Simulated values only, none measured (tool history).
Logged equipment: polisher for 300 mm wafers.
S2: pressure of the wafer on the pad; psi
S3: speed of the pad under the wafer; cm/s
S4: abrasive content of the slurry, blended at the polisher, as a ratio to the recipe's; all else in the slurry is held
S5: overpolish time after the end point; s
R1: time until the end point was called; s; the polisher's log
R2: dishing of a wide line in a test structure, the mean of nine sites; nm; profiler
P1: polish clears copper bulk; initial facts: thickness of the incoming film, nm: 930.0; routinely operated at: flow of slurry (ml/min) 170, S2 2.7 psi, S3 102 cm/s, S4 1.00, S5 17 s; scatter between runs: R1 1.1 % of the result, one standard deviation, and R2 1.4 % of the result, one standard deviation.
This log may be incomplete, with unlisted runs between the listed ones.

run 1 hour=13.8 | flow_of_slurry_(ml/min)=170 S2=2.7 S3=102 S4=1.00 S5=17 | R1=128.320 R2=67.049
run 2 hour=19.9 | flow_of_slurry_(ml/min)=170 S2=2.7 S3=102 S4=1.00 S5=17 | R1=129.110 R2=63.762
run 3 hour=32.8 | flow_of_slurry_(ml/min)=170 S2=2.7 S3=102 S4=1.00 S5=17 | R1=128.380 R2=65.759
run 4 hour=40.6 | flow_of_slurry_(ml/min)=170 S2=2.7 S3=102 S4=1.00 S5=17 | R1=130.540 R2=67.553
run 5 hour=52.0 | flow_of_slurry_(ml/min)=170 S2=2.7 S3=160 S4=1.00 S5=17 | R1=82.679 R2=84.230
run 6 hour=58.4 | flow_of_slurry_(ml/min)=170 S2=2.7 S3=102 S4=1.45 S5=17 | R1=120.330 R2=69.377
run 7 hour=70.0 | flow_of_slurry_(ml/min)=100 S2=2.7 S3=102 S4=1.00 S5=17 | R1=142.350 R2=62.661
run 8 hour=76.4 | flow_of_slurry_(ml/min)=170 S2=2.7 S3=102 S4=0.55 S5=17 | R1=146.910 R2=62.010
run 9 hour=90.2 | flow_of_slurry_(ml/min)=170 S2=2.7 S3=102 S4=1.00 S5=10 | R1=129.330 R2=44.635
run 10 hour=99.9 | flow_of_slurry_(ml/min)=170 S2=3.4 S3=102 S4=1.00 S5=29 | R1=101.640 R2=100.920
run 11 hour=108.5 | flow_of_slurry_(ml/min)=170 S2=2.7 S3=50 S4=1.00 S5=17 | R1=256.250 R2=38.078
run 12 hour=114.9 | flow_of_slurry_(ml/min)=170 S2=2.7 S3=102 S4=1.00 S5=33 | R1=128.370 R2=90.088
run 13 hour=122.4 | flow_of_slurry_(ml/min)=250 S2=2.7 S3=102 S4=1.00 S5=17 | R1=122.140 R2=67.890
run 14 hour=135.4 | flow_of_slurry_(ml/min)=170 S2=2.7 S3=102 S4=1.00 S5=17 | R1=126.730 R2=66.716
run 15 hour=145.0 | flow_of_slurry_(ml/min)=170 S2=4.1 S3=102 S4=1.00 S5=17 | R1=84.610 R2=89.575
run 16 hour=153.7 | flow_of_slurry_(ml/min)=170 S2=1.8 S3=102 S4=1.00 S5=17 | R1=197.020 R2=46.632
run 17 hour=167.8 | flow_of_slurry_(ml/min)=170 S2=2.7 S3=102 S4=1.00 S5=17 | R1=131.240 R2=66.036
run 18 hour=178.8 | flow_of_slurry_(ml/min)=170 S2=2.7 S3=102 S4=1.00 S5=17 | R1=128.590 R2=63.676

For run 19, what comes out?
run 19 hour=192.4 | flow_of_slurry_(ml/min)=170 S2=2.7 S3=102 S4=1.00 S5=17 | R1=? R2=?

{"run 19": {"R1": 135.25, "R2": 61.927}}

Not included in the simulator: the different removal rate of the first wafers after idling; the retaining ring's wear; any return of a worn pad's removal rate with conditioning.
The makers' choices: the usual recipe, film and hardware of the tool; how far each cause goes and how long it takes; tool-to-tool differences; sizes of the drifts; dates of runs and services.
